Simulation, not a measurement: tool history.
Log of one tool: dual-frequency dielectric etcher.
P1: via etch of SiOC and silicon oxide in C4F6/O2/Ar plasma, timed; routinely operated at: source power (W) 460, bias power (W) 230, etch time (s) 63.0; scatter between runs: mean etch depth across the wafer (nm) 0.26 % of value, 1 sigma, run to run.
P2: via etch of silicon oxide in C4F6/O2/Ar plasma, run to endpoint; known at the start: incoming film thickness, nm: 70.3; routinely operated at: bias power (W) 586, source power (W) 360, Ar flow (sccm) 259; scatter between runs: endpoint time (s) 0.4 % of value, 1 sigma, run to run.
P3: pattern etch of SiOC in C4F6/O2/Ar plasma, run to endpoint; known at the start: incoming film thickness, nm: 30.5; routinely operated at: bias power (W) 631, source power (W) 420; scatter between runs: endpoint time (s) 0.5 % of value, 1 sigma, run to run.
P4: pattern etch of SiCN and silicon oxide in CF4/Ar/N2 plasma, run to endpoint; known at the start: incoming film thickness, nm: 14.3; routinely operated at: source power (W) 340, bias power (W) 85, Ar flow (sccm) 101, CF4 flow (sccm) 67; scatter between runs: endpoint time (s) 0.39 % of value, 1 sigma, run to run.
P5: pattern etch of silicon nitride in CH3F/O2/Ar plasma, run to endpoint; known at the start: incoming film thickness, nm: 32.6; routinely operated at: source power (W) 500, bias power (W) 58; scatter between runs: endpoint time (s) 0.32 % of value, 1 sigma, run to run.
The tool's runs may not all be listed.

run,hour,process that ran,source power (W),bias power (W),etch time (s),Ar flow (sccm),CF4 flow (sccm),hours since the last wet clean,hours since the last source power generator calibration,hours since the last bias power generator calibration,mean etch depth across the wafer (nm),endpoint time (s)
1,4.0,P1,460,230,63.0,,,173.1,1752.0,649.9,83.317,
2,8.3,P1,380,230,86.5,,,177.4,1756.3,654.2,105.720,
3,12.9,P5,500,81,,,,182.0,1760.9,658.8,,43.1040
4,21.3,P4,340,85,,101,67,190.4,1769.3,667.2,,19.8530
5,26.5,P4,340,85,,60,67,195.6,1774.5,672.4,,18.5510
6,30.4,P2,360,586,,259,,199.5,1778.4,676.3,,14.5950
7,38.8,P1,330,230,80.5,,,207.9,1786.8,684.7,93.526,
8,46.8,P4,340,109,,101,67,215.9,1794.8,692.7,,18.0580
9,51.4,P2,360,779,,259,,220.5,1799.4,697.3,,13.0390
10,58.0,P1,460,230,35.5,,,227.1,1806.0,703.9,46.742,
11,63.2,P4,340,85,,101,52,232.3,1811.2,709.1,,20.3670
12,70.9,P5,500,58,,,,240.0,1818.9,716.8,,48.4920
13,75.2,P3,420,811,,,,244.3,1823.2,721.1,,8.2447
14,81.7,P4,440,85,,101,67,250.8,1829.7,727.6,,15.8540
15,88.0,P3,300,631,,,,257.1,1836.0,733.9,,10.2470
16,94.7,P1,460,230,80.5,,,263.8,1842.7,740.6,106.370,
17,100.1,P1,280,230,63.0,,,269.2,1848.1,746.0,68.843,
18,106.7,P2,510,586,,259,,275.8,1854.7,752.6,,12.9640
19,115.3,P5,320,58,,,,284.4,1863.3,761.2,,57.3530
20,120.8,P1,460,230,63.0,,,289.9,1868.8,766.7,82.986,
21,128.8,P4,340,85,,101,67,297.9,1876.8,774.7,,19.9310
22,136.7,P3,420,631,,,,305.8,1884.7,782.6,,9.0735
23,145.4,P1,460,230,63.0,,,314.5,1893.4,791.3,82.825,

The next listed run, before its measurement:
24,153.5,P2,360,586,,259,,322.6,1901.5,799.4,,?

Run 24 gave endpoint time (s) 14.6010.

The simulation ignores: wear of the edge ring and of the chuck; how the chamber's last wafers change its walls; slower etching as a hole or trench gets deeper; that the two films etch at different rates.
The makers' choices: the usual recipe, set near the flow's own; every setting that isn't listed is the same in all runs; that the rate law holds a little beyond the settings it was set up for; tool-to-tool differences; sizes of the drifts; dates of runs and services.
